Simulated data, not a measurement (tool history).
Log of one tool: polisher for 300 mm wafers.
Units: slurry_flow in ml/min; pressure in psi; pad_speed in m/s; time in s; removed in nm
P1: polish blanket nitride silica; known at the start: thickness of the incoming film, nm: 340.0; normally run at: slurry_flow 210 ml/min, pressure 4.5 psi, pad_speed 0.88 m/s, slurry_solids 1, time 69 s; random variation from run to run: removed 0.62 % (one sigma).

run,hour,slurry_flow,pressure,pad_speed,slurry_solids,time,wafers polished on this pad,hours since the slurry nozzle was cleaned,hours since the head pressure was calibrated,hours since the slurry blender was calibrated,hours since the conditioning disc was replaced,removed
1,10,210,4.5,0.88,1,69,669,92.9,761.8,169.2,73.9,50.831
2,21.3,210,4.5,0.48,1.25,69,768,104.2,773.1,180.5,85.2,34.322
3,27.3,210,4.5,0.88,1,69,821,110.2,779.1,186.5,91.2,50.165
4,38,210,4.5,0.88,1,108,914,120.9,789.8,197.2,101.9,79.683
5,49.8,210,4.5,0.62,1.4,69,1017,132.7,801.6,209,113.7,44.186
6,60.4,270,4.5,0.52,1,69,1110,143.3,812.2,219.6,124.3,34.197
# hour 68.6: slurry nozzle cleaned
7,71.3,210,4.5,0.88,1,69,1205,2.8,823.1,230.5,135.2,50.417
8,77.1,210,2.9,0.88,1,69,1256,8.6,828.9,236.3,141,32.623
9,86.3,210,4.5,0.4,1,69,1336,17.8,838.1,245.5,150.2,26.877
10,97.8,210,4.5,0.88,1,31,1437,29.3,849.6,257,161.7,22.825
11,106.1,325,4.5,0.88,1,69,1509,37.6,857.9,265.3,170,52.307
12,114.8,210,4.5,0.88,1,69,1585,46.3,866.6,274,178.7,50.901
13,126.7,210,4.5,0.88,0.75,69,1689,58.2,878.5,285.9,190.6,43.741
14,134.8,210,6.2,0.88,1,69,1760,66.3,886.6,294,198.7,69.452
15,141.6,210,4.5,0.88,1.5,69,1819,73.1,893.4,300.8,205.5,60.019
16,146.9,210,4.5,1.32,1,69,1866,78.4,898.7,306.1,210.8,70.277
17,155.4,140,4.5,0.88,1,69,1940,86.9,907.2,314.6,219.3,47.511
18,164.5,210,4.5,0.88,1,69,2020,96,916.3,323.7,228.4,50.59
19,170.9,210,4.5,0.88,1,69,2076,102.4,922.7,330.1,234.8,48.047
20,180.3,210,4.5,0.88,1,69,2158,111.8,932.1,339.5,244.2,46.436
# hour 188.2: conditioning disc replaced and pad reconditioned
21,188.5,210,4.5,0.88,1,69,2229,120,940.3,347.7,0.4,45.413
# hour 199.9: slurry nozzle cleaned
22,200.6,210,4.5,0.88,1,69,2335,0.8,952.4,359.8,12.5,44.653
# hour 208.6: head pressure recalibrated
23,209.5,210,4.5,0.88,1,69,2413,9.7,1,368.7,21.4,44.525
24,216.1,210,4.5,0.88,1,69,2471,16.3,7.6,375.3,28,43.92
25,225,210,4.5,0.88,1,69,2548,25.2,16.5,384.2,36.9,44.01

What P1 gives has crept away from where it was. These 2 causes fit the log equally well, each at the size given:
A: abrasive missing from the slurry, % = 24.8
B: removal rate lost through wear of the pad, % = 13
The creep began at about hour 164.5.
Why every other cause is out:
slurry flow missing at the pad, %: serviced at hour 199.9, which brought nothing back
head's pressure below its setpoint, %: serviced at hour 208.6, which brought nothing back
time polished since the conditioner stopped cutting, s: serviced at hour 188.2, which brought nothing back

4 check runs are offered, each on 3 wafers whose results are averaged, their results left as question marks. Which one tells the causes apart?
check 1,233.9,210,4.5,0.4,1,69,,,,,,?
check 2,233.9,210,4.5,0.6,1,104,,,,,,?
check 3,233.9,165,4.5,0.88,1,69,,,,,,?
check 4,233.9,210,4.5,0.88,1.5,69,,,,,,?

What each check would give under each cause:
check,result,if A,if B
check 1,removed,23.431,23.441
check 2,removed,48.848,48.868
check 3,removed,42.542,42.56
check 4,removed,53.381,51.911
How far apart the two closest causes lie, in the result that separates them most: check 1 0.04 %; check 2 0.04 %; check 3 0.04 %; check 4 2.79 %
Check 4 tells the causes apart: in the others they would give nearly the same result.

Then check 4 was run and gave: removed 52.182 nm. Which cause is it?

It is B: removal rate lost through wear of the pad, %.

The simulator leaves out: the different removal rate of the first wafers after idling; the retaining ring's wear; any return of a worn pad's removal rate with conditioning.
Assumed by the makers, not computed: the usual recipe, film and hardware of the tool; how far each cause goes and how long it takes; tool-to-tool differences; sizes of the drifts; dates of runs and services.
